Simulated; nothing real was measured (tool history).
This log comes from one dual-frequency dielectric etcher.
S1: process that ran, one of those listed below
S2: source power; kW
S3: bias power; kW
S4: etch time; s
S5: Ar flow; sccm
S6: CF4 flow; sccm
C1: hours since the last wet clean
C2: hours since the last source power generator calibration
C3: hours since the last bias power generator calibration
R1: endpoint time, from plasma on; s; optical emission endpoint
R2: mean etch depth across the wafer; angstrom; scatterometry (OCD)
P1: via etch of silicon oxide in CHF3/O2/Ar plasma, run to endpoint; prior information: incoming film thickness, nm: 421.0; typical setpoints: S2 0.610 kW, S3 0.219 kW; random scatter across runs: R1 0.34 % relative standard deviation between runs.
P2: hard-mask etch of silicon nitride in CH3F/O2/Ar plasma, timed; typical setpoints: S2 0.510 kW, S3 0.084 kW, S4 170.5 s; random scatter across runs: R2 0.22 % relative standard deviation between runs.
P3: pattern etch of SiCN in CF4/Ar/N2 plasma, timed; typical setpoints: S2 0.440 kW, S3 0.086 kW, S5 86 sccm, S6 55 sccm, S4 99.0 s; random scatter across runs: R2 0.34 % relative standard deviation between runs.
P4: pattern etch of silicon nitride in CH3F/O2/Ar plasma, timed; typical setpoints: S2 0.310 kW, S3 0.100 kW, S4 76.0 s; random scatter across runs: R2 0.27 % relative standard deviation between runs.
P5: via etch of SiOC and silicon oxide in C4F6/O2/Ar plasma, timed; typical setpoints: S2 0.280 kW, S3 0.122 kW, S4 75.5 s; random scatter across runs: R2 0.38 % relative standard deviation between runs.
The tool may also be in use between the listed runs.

run 1 hour=11.8 | S1=P1 S2=0.610 S3=0.219 | C1=132.9 C2=1029.5 C3=1461.9 | R1=208.57
run 2 hour=24.4 | S1=P5 S2=0.340 S3=0.122 S4=75.5 | C1=145.5 C2=1042.1 C3=1474.5 | R2=714.48
run 3 hour=36.1 | S1=P1 S2=0.450 S3=0.219 | C1=157.2 C2=1053.8 C3=1486.2 | R1=234.00
run 4 hour=46.5 | S1=P4 S2=0.310 S3=0.100 S4=76.0 | C1=167.6 C2=1064.2 C3=1496.6 | R2=564.11
run 5 hour=52.3 | S1=P1 S2=0.800 S3=0.219 | C1=173.4 C2=1070.0 C3=1502.4 | R1=187.22
-- hour=55.1 wet clean of the chamber
run 6 hour=58.4 | S1=P3 S2=0.440 S3=0.086 S4=99.0 S5=86 S6=77 | C1=3.3 C2=1076.1 C3=1508.5 | R2=955.81
run 7 hour=68.1 | S1=P4 S2=0.310 S3=0.068 S4=76.0 | C1=13.0 C2=1085.8 C3=1518.2 | R2=492.98
run 8 hour=79.7 | S1=P1 S2=0.610 S3=0.219 | C1=24.6 C2=1097.4 C3=1529.8 | R1=209.59
run 9 hour=88.3 | S1=P1 S2=0.610 S3=0.219 | C1=33.2 C2=1106.0 C3=1538.4 | R1=208.19
run 10 hour=100.4 | S1=P5 S2=0.280 S3=0.161 S4=75.5 | C1=45.3 C2=1118.1 C3=1550.5 | R2=724.95
run 11 hour=108.0 | S1=P3 S2=0.440 S3=0.086 S4=59.5 S5=86 S6=55 | C1=52.9 C2=1125.7 C3=1558.1 | R2=542.99
run 12 hour=117.6 | S1=P1 S2=0.610 S3=0.219 | C1=62.5 C2=1135.3 C3=1567.7 | R1=208.74
run 13 hour=127.4 | S1=P1 S2=0.610 S3=0.148 | C1=72.3 C2=1145.1 C3=1577.5 | R1=238.22
run 14 hour=135.5 | S1=P3 S2=0.320 S3=0.086 S4=99.0 S5=86 S6=55 | C1=80.4 C2=1153.2 C3=1585.6 | R2=690.25
run 15 hour=142.5 | S1=P4 S2=0.310 S3=0.100 S4=58.5 | C1=87.4 C2=1160.2 C3=1592.6 | R2=434.69
run 16 hour=148.9 | S1=P3 S2=0.440 S3=0.086 S4=99.0 S5=50 S6=55 | C1=93.8 C2=1166.6 C3=1599.0 | R2=977.97
run 17 hour=160.1 | S1=P2 S2=0.510 S3=0.084 S4=119.5 | C1=105.0 C2=1177.8 C3=1610.2 | R2=967.40
run 18 hour=172.4 | S1=P2 S2=0.510 S3=0.084 S4=170.5 | C1=117.3 C2=1190.1 C3=1622.5 | R2=1380.30
run 19 hour=185.0 | S1=P5 S2=0.280 S3=0.122 S4=75.5 | C1=129.9 C2=1202.7 C3=1635.1 | R2=663.15
run 20 hour=193.0 | S1=P2 S2=0.510 S3=0.084 S4=170.5 | C1=137.9 C2=1210.7 C3=1643.1 | R2=1381.90
run 21 hour=200.8 | S1=P2 S2=0.510 S3=0.116 S4=170.5 | C1=145.7 C2=1218.5 C3=1650.9 | R2=1548.20
run 22 hour=208.4 | S1=P1 S2=0.780 S3=0.155 | C1=153.3 C2=1226.1 C3=1658.5 | R1=212.58
run 23 hour=215.2 | S1=P3 S2=0.440 S3=0.086 S4=99.0 S5=86 S6=55 | C1=160.1 C2=1232.9 C3=1665.3 | R2=904.97
run 24 hour=227.6 | S1=P1 S2=0.610 S3=0.282 | C1=172.5 C2=1245.3 C3=1677.7 | R1=190.86
run 25 hour=235.5 | S1=P4 S2=0.180 S3=0.100 S4=76.0 | C1=180.4 C2=1253.2 C3=1685.6 | R2=461.63
run 26 hour=244.0 | S1=P1 S2=0.610 S3=0.219 | C1=188.9 C2=1261.7 C3=1694.1 | R1=208.90
run 27 hour=252.6 | S1=P1 S2=0.770 S3=0.262 | C1=197.5 C2=1270.3 C3=1702.7 | R1=179.97
run 28 hour=263.9 | S1=P1 S2=0.610 S3=0.219 | C1=208.8 C2=1281.6 C3=1714.0 | R1=207.93
run 29 hour=270.7 | S1=P3 S2=0.440 S3=0.052 S4=99.0 S5=86 S6=55 | C1=215.6 C2=1288.4 C3=1720.8 | R2=764.54
run 30 hour=278.5 | S1=P2 S2=0.670 S3=0.084 S4=170.5 | C1=223.4 C2=1296.2 C3=1728.6 | R2=1526.50
run 31 hour=285.3 | S1=P5 S2=0.280 S3=0.122 S4=53.0 | C1=230.2 C2=1303.0 C3=1735.4 | R2=464.61
run 32 hour=297.8 | S1=P1 S2=0.610 S3=0.219 | C1=242.7 C2=1315.5 C3=1747.9 | R1=209.78
run 33 hour=310.2 | S1=P1 S2=0.610 S3=0.219 | C1=255.1 C2=1327.9 C3=1760.3 | R1=211.41
run 34 hour=319.5 | S1=P1 S2=0.610 S3=0.219 | C1=264.4 C2=1337.2 C3=1769.6 | R1=212.03
run 35 hour=331.5 | S1=P1 S2=0.610 S3=0.219 | C1=276.4 C2=1349.2 C3=1781.6 | R1=210.78
-- hour=338.4 wet clean of the chamber
run 36 hour=340.7 | S1=P1 S2=0.610 S3=0.219 | C1=2.4 C2=1358.4 C3=1790.8 | R1=212.10
run 37 hour=347.5 | S1=P1 S2=0.610 S3=0.219 | C1=9.2 C2=1365.2 C3=1797.6 | R1=212.86
run 38 hour=355.7 | S1=P1 S2=0.610 S3=0.219 | C1=17.4 C2=1373.4 C3=1805.8 | R1=211.86

Compared with where it was, what P1 gives has crept away. Each cause listed below fits the log as well as the rest, at the size given for it:
A: bias power that arrives under what is set, % = 4.76
B: source power that arrives under what is set, % = 4.38
The drift started at roughly hour 297.8.
All other causes, with the reason each is excluded:
chamber walls in a state that lowers the etch rate, %: serviced at hour 338.4, which brought nothing back

Consider the 4 check runs below, whose results appear as question marks and each of which averages 2 wafers. Which one distinguishes the causes, in that each cause would give it a clearly different result?
run check 1 hour=363.9 | S1=P5 S2=0.280 S3=0.122 S4=75.5 | R2=?
run check 2 hour=363.9 | S1=P3 S2=0.440 S3=0.086 S4=99.0 S5=86 S6=55 | R2=?
run check 3 hour=363.9 | S1=P4 S2=0.310 S3=0.100 S4=76.0 | R2=?
run check 4 hour=363.9 | S1=P2 S2=0.510 S3=0.084 S4=170.5 | R2=?

Expected result of each check under each candidate cause:
check=check_1 result=R2 if_A=651.91 if_B=650.03
check=check_2 result=R2 if_A=891.61 if_B=872.74
check=check_3 result=R2 if_A=553.49 if_B=554.33
check=check_4 result=R2 if_A=1355.80 if_B=1355.80
How far apart the two closest causes lie, in the result that separates them most: check 1 0.29 %; check 2 2.14 %; check 3 0.15 %; check 4 0 %
Only check 2 tells the causes apart: in the others they would give nearly the same result.

After running check 2, the following was obtained: R2 868.20 angstrom. Which cause does this point to?

It is B: source power that arrives under what is set, %.
